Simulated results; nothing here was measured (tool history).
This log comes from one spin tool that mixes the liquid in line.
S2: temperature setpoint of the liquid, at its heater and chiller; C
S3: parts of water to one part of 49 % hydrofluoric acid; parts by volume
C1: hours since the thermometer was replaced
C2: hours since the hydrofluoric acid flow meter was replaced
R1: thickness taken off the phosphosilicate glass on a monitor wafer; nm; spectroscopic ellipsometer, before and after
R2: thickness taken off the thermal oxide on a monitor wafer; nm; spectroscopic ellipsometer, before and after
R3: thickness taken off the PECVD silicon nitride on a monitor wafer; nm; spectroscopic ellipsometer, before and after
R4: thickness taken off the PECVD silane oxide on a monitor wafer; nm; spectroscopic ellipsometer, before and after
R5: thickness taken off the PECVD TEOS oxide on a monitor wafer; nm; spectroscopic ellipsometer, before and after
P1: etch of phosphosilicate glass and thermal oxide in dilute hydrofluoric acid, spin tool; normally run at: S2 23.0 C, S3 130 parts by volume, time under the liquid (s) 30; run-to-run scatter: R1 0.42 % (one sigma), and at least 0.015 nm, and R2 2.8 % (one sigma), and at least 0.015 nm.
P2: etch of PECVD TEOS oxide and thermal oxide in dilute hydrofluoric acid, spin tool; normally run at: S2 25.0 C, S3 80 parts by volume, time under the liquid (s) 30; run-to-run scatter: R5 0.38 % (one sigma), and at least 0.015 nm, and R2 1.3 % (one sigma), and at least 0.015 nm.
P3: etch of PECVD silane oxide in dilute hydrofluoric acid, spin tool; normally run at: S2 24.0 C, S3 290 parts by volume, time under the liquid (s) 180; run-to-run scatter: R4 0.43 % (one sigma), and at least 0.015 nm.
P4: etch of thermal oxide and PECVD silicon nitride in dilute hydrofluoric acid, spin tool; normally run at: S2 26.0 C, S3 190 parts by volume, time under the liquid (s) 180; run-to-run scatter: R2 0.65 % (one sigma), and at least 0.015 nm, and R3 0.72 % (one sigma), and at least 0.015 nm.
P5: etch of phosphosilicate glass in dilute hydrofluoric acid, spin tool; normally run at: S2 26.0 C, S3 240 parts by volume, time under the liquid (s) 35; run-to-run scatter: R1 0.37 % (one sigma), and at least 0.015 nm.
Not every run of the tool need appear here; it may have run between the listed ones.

run 1 day=0.254 | process_that_ran=P1 S2=23.0 S3=130 time_under_the_liquid_(s)=30 | C1=366.4 C2=187.1 | R1=24.5440 R2=0.99687
run 2 day=0.517 | process_that_ran=P4 S2=26.0 S3=290 time_under_the_liquid_(s)=180 | C1=372.7 C2=193.4 | R2=2.53310 R3=2.4971
run 3 day=0.829 | process_that_ran=P3 S2=24.0 S3=290 time_under_the_liquid_(s)=20 | C1=380.2 C2=200.9 | R4=1.4011
run 4 day=1.021 | process_that_ran=P1 S2=23.0 S3=130 time_under_the_liquid_(s)=30 | C1=384.8 C2=205.5 | R1=24.5600 R2=0.96882
run 5 day=1.350 | process_that_ran=P2 S2=25.0 S3=80 time_under_the_liquid_(s)=30 | C1=392.7 C2=213.4 | R2=1.89280 R5=9.1234
run 6 day=1.733 | process_that_ran=P1 S2=23.0 S3=20 time_under_the_liquid_(s)=30 | C1=401.9 C2=222.6 | R1=182.1500 R2=7.23680
run 7 day=2.038 | process_that_ran=P1 S2=23.0 S3=130 time_under_the_liquid_(s)=60 | C1=409.2 C2=229.9 | R1=48.9770 R2=1.90110
run 8 day=2.258 | process_that_ran=P5 S2=26.0 S3=240 time_under_the_liquid_(s)=35 | C1=414.5 C2=235.2 | R1=8.0567
run 9 day=2.592 | process_that_ran=P1 S2=23.0 S3=75 time_under_the_liquid_(s)=15 | C1=422.5 C2=243.2 | R1=22.7330 R2=0.95478
run 10 day=2.854 | process_that_ran=P4 S2=26.0 S3=190 time_under_the_liquid_(s)=180 | C1=428.8 C2=249.5 | R2=4.23460 R3=3.8288
run 11 day=3.067 | process_that_ran=P4 S2=26.0 S3=190 time_under_the_liquid_(s)=350 | C1=433.9 C2=254.6 | R2=8.47810 R3=7.5272
run 12 day=3.333 | process_that_ran=P3 S2=24.0 S3=290 time_under_the_liquid_(s)=180 | C1=440.3 C2=261.0 | R4=12.7310
run 13 day=3.692 | process_that_ran=P5 S2=26.0 S3=240 time_under_the_liquid_(s)=65 | C1=448.9 C2=269.6 | R1=15.0050
run 14 day=4.042 | process_that_ran=P2 S2=25.0 S3=25 time_under_the_liquid_(s)=30 | C1=457.3 C2=278.0 | R2=6.57650 R5=31.6650
run 15 day=4.212 | process_that_ran=P1 S2=27.5 S3=130 time_under_the_liquid_(s)=50 | C1=461.4 C2=282.1 | R1=48.6370 R2=1.87700
run 16 day=4.500 | process_that_ran=P5 S2=26.0 S3=125 time_under_the_liquid_(s)=35 | C1=468.3 C2=289.0 | R1=17.7800
run 17 day=4.688 | process_that_ran=P4 S2=18.0 S3=190 time_under_the_liquid_(s)=180 | C1=472.8 C2=293.5 | R2=3.19650 R3=2.3050
run 18 day=4.875 | process_that_ran=P1 S2=23.0 S3=130 time_under_the_liquid_(s)=15 | C1=477.3 C2=298.0 | R1=12.2520 R2=0.53461
run 19 day=5.196 | process_that_ran=P1 S2=23.0 S3=130 time_under_the_liquid_(s)=30 | C1=485.0 C2=305.7 | R1=24.5590 R2=1.02730
run 20 day=5.554 | process_that_ran=P4 S2=26.0 S3=190 time_under_the_liquid_(s)=180 | C1=493.6 C2=314.3 | R2=4.29000 R3=3.8624
run 21 day=5.758 | process_that_ran=P3 S2=17.5 S3=290 time_under_the_liquid_(s)=180 | C1=498.5 C2=319.2 | R4=10.1390
run 22 day=6.050 | process_that_ran=P1 S2=30.5 S3=130 time_under_the_liquid_(s)=15 | C1=505.5 C2=326.2 | R1=16.2300 R2=0.67249
run 23 day=6.417 | process_that_ran=P1 S2=19.0 S3=130 time_under_the_liquid_(s)=30 | C1=514.3 C2=335.0 | R1=20.8880 R2=0.80772
run 24 day=6.742 | process_that_ran=P5 S2=18.5 S3=240 time_under_the_liquid_(s)=35 | C1=522.1 C2=342.8 | R1=6.1254
run 25 day=6.912 | process_that_ran=P1 S2=30.5 S3=130 time_under_the_liquid_(s)=30 | C1=526.2 C2=346.9 | R1=32.5810 R2=1.25860
run 26 day=7.229 | process_that_ran=P2 S2=33.5 S3=80 time_under_the_liquid_(s)=30 | C1=533.8 C2=354.5 | R2=2.60860 R5=12.8220
run 27 day=7.450 | process_that_ran=P1 S2=23.0 S3=200 time_under_the_liquid_(s)=30 | C1=539.1 C2=359.8 | R1=14.7710 R2=0.60445
run 28 day=7.792 | process_that_ran=P5 S2=26.0 S3=240 time_under_the_liquid_(s)=35 | C1=547.3 C2=368.0 | R1=8.1241
run 29 day=8.004 | process_that_ran=P2 S2=25.0 S3=80 time_under_the_liquid_(s)=30 | C1=552.4 C2=373.1 | R2=1.92940 R5=9.1635
run 30 day=8.300 | process_that_ran=P1 S2=23.0 S3=130 time_under_the_liquid_(s)=30 | C1=559.5 C2=380.2 | R1=24.4680 R2=0.98975
run 31 day=8.642 | process_that_ran=P3 S2=24.0 S3=130 time_under_the_liquid_(s)=180 | C1=567.7 C2=388.4 | R4=33.6850
run 32 day=8.912 | process_that_ran=P1 S2=23.0 S3=130 time_under_the_liquid_(s)=30 | C1=574.2 C2=394.9 | R1=24.4920 R2=0.97629
run 33 day=9.196 | process_that_ran=P2 S2=25.0 S3=80 time_under_the_liquid_(s)=15 | C1=581.0 C2=401.7 | R2=0.93565 R5=4.5902
run 34 day=9.567 | process_that_ran=P1 S2=23.0 S3=130 time_under_the_liquid_(s)=30 | C1=589.9 C2=410.6 | R1=24.5690 R2=0.98482
run 35 day=9.833 | process_that_ran=P1 S2=23.0 S3=130 time_under_the_liquid_(s)=30 | C1=596.3 C2=417.0 | R1=25.2830 R2=1.07600
run 36 day=10.004 | process_that_ran=P1 S2=23.0 S3=130 time_under_the_liquid_(s)=30 | C1=600.4 C2=421.1 | R1=25.7390 R2=1.02700
run 37 day=10.375 | process_that_ran=P1 S2=23.0 S3=130 time_under_the_liquid_(s)=30 | C1=609.3 C2=430.0 | R1=25.9900 R2=1.02120
run 38 day=10.721 | process_that_ran=P1 S2=23.0 S3=130 time_under_the_liquid_(s)=30 | C1=617.6 C2=438.3 | R1=26.3420 R2=1.01810
run 39 day=10.904 | process_that_ran=P1 S2=23.0 S3=130 time_under_the_liquid_(s)=30 | C1=622.0 C2=442.7 | R1=26.4060 R2=1.06420
run 40 day=11.292 | process_that_ran=P1 S2=23.0 S3=130 time_under_the_liquid_(s)=30 | C1=631.3 C2=452.0 | R1=26.3740 R2=1.09630

Something has made what P1 gives creep away from where it was; the 2 causes below, each at its own stated size, fit the log equally well:
A: hydrofluoric acid flow above the setpoint (%) = 6.6
B: liquid hotter than its thermometer reads (K) = 1.89
Creep in the process output first set in at about day 9.567.

Below are 4 check runs, each averaged over 2 wafers, with their results shown as question marks. Which of them would give clearly different results depending on which cause is behind the drift?
run check 1 day=11.679 | process_that_ran=P2 S2=32.5 S3=80 time_under_the_liquid_(s)=30 | R2=? R5=?
run check 2 day=11.679 | process_that_ran=P5 S2=19.0 S3=140 time_under_the_liquid_(s)=35 | R1=?
run check 3 day=11.679 | process_that_ran=P3 S2=17.5 S3=145 time_under_the_liquid_(s)=180 | R4=?
run check 4 day=11.679 | process_that_ran=P4 S2=20.5 S3=290 time_under_the_liquid_(s)=180 | R2=? R3=?

What each check would give under each cause:
check=check_1 result=R2 if_A=2.68620 if_B=2.68190
check=check_1 result=R5 if_A=13.1790 if_B=13.1580
check=check_2 result=R1 if_A=12.7120 if_B=12.7480
check=check_3 result=R4 if_A=24.8340 if_B=24.9270
check=check_4 result=R2 if_A=2.25640 if_B=2.22900
check=check_4 result=R3 if_A=1.9128 if_B=2.0245
Minimum pairwise separation of causes per check, each pair taken at its best-separating result: check 1 0.16 %; check 2 0.28 %; check 3 0.38 %; check 4 5.67 %
The other checks would show nearly matching results whichever cause is true, so check 4 is the only one that separates the causes.

Here is what check 4 returned: R2 2.22600 nm; R3 2.0277 nm. Which cause is it?

It was cause B: liquid hotter than its thermometer reads (K).
